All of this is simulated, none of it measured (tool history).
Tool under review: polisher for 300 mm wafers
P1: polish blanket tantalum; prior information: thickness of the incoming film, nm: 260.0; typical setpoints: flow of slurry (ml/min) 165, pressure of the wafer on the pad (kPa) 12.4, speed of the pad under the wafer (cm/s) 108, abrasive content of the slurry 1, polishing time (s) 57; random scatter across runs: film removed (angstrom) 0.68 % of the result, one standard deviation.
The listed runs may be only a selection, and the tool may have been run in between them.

run   hour  flow of slurry (ml/min)  pressure of the wafer on the pad (kPa)  speed of the pad under the wafer (cm/s)  abrasive content of the slurry  polishing time (s)  wafers polished on this pad  hours since the slurry nozzle was cleaned  hours since the head pressure was calibrated  hours since the slurry blender was calibrated  film removed (angstrom)
  1    4.6                      165                                    12.4                                      108                               1                  57                          604                                      186.5                                         301.4                                             90                   951.15
  2    7.4                      240                                    12.4                                      108                             0.6                  57                          643                                      189.3                                         304.2                                           92.8                   834.74
  3   10.6                      165                                    12.4                                      108                               1                  57                          687                                      192.5                                         307.4                                             96                   940.73
      13.4  -- head pressure recalibrated
  4   14.9                      165                                    12.4                                      108                               1                  83                          746                                      196.8                                           1.5                                          100.3                   1379.2
  5   17.9                      165                                    12.4                                       48                               1                  57                          787                                      199.8                                           4.5                                          103.3                    422.7
  6   23.7                      100                                    12.4                                      108                               1                  57                          867                                      205.6                                          10.3                                          109.1                   854.72
  7   26.8                      165                                    12.4                                      108                               1                  57                          909                                      208.7                                          13.4                                          112.2                   948.45
  8   30.1                      165                                     6.9                                      108                               1                  57                          954                                        212                                          16.7                                          115.5                   528.53
  9   34.3                      105                                     8.3                                      108                               1                  57                         1012                                      216.2                                          20.9                                          119.7                   579.64
 10   39.4                      165                                    12.4                                      108                               1                  29                         1082                                      221.3                                            26                                          124.8                   487.58
 11     45                      165                                    12.4                                      168                               1                  57                         1159                                      226.9                                          31.6                                          130.4                   1469.2
 12   50.7                      165                                    12.4                                      108                               1                  57                         1237                                      232.6                                          37.3                                          136.1                   958.07
      52.7  -- slurry blender recalibrated
 13   55.6                      245                                    12.4                                      108                               1                  57                         1304                                      237.5                                          42.2                                              3                   992.86
 14   61.1                      165                                    12.4                                      108                               1                  57                         1380                                        243                                          47.7                                            8.5                   947.29
 15   66.2                      105                                    12.4                                       50                               1                  57                         1450                                      248.1                                          52.8                                           13.6                    400.7
 16     71                      165                                    12.4                                      108                               1                  57                         1516                                      252.9                                          57.6                                           18.4                   947.21
 17   74.1                      165                                    12.4                                      108                             0.5                  57                         1558                                        256                                          60.7                                           21.5                   736.39
 18   77.5                      165                                    12.4                                      108                            1.35                  57                         1605                                      259.4                                          64.1                                           24.9                   1017.8
 19   81.5                      165                                    16.5                                      108                               1                  57                         1660                                      263.4                                          68.1                                           28.9                     1253
 20   85.5                      165                                    12.4                                      108                               1                  57                         1715                                      267.4                                          72.1                                           32.9                   945.13
 21   89.4                      165                                    12.4                                      108                               1                  57                         1768                                      271.3                                            76                                           36.8                   928.04
 22   94.6                      165                                    12.4                                      108                               1                  57                         1839                                      276.5                                          81.2                                             42                   894.12
 23  100.5                      165                                    12.4                                      108                               1                  57                         1920                                      282.4                                          87.1                                           47.9                   862.16
       101  -- slurry nozzle cleaned
     101.1  -- head pressure recalibrated
 24  106.2                      165                                    12.4                                      108                               1                  57                         1999                                        5.3                                           5.1                                           53.6                   852.66
 25  111.6                      165                                    12.4                                      108                               1                  57                         2073                                       10.7                                          10.5                                             59                   856.18
 26  115.6                      165                                    12.4                                      108                               1                  57                         2128                                       14.7                                          14.5                                             63                   839.07
 27  121.4                      165                                    12.4                                      108                               1                  57                         2207                                       20.5                                          20.3                                           68.8                   846.65
 28  125.3                      165                                    12.4                                      108                               1                  57                         2261                                       24.4                                          24.2                                           72.7                   834.65
 29  129.1                      165                                    12.4                                      108                               1                  57                         2313                                       28.2                                            28                                           76.5                   841.23

Something has made what P1 gives creep away from where it was; the 2 causes below, each at its own stated size, fit the log equally well:
A: removal rate lost through wear of the pad, % = 11.6
B: abrasive missing from the slurry, % = 31.5
The process output started creeping at around hour 85.5.
Why every other cause is out:
slurry flow missing at the pad, %: serviced at hour 101, after the change had begun; the process did not return to its earlier output
head's pressure below its setpoint, %: serviced at hour 101.1, after the change had begun; the process did not return to its earlier output

Which of the check runs below tells the causes apart, meaning the causes would give it clearly different results? Each run uses 3 wafers whose results are averaged, and each result is shown as a question mark.
check 1  132.9                      115                                    12.4                                      108                               1                  57                                                                                                                                                                                             ?
check 2  132.9                      120                                    12.4                                      108                               1                  38                                                                                                                                                                                             ?
check 3  132.9                      165                                    12.4                                      108                             0.7                  57                                                                                                                                                                                             ?
check 4  132.9                      130                                    12.4                                      108                               1                  57                                                                                                                                                                                             ?

How each check would come out, cause by cause:
  check                   result    if A    if B
check 1  film removed (angstrom)   782.6  782.49
check 2  film removed (angstrom)  526.52  526.44
check 3  film removed (angstrom)  745.73  722.73
check 4  film removed (angstrom)   802.7  802.59
Per check, the gap between the least separated pair of causes, taken in the result that splits them most: check 1 0.01 %; check 2 0.01 %; check 3 3.13 %; check 4 0.01 %
Check 3 is the one run that separates the causes; every other check would come out nearly the same whichever cause is at work.

Then check 3 was run and gave: film removed (angstrom) 726.05. Which cause is it?

It was cause B: abrasive missing from the slurry, %.
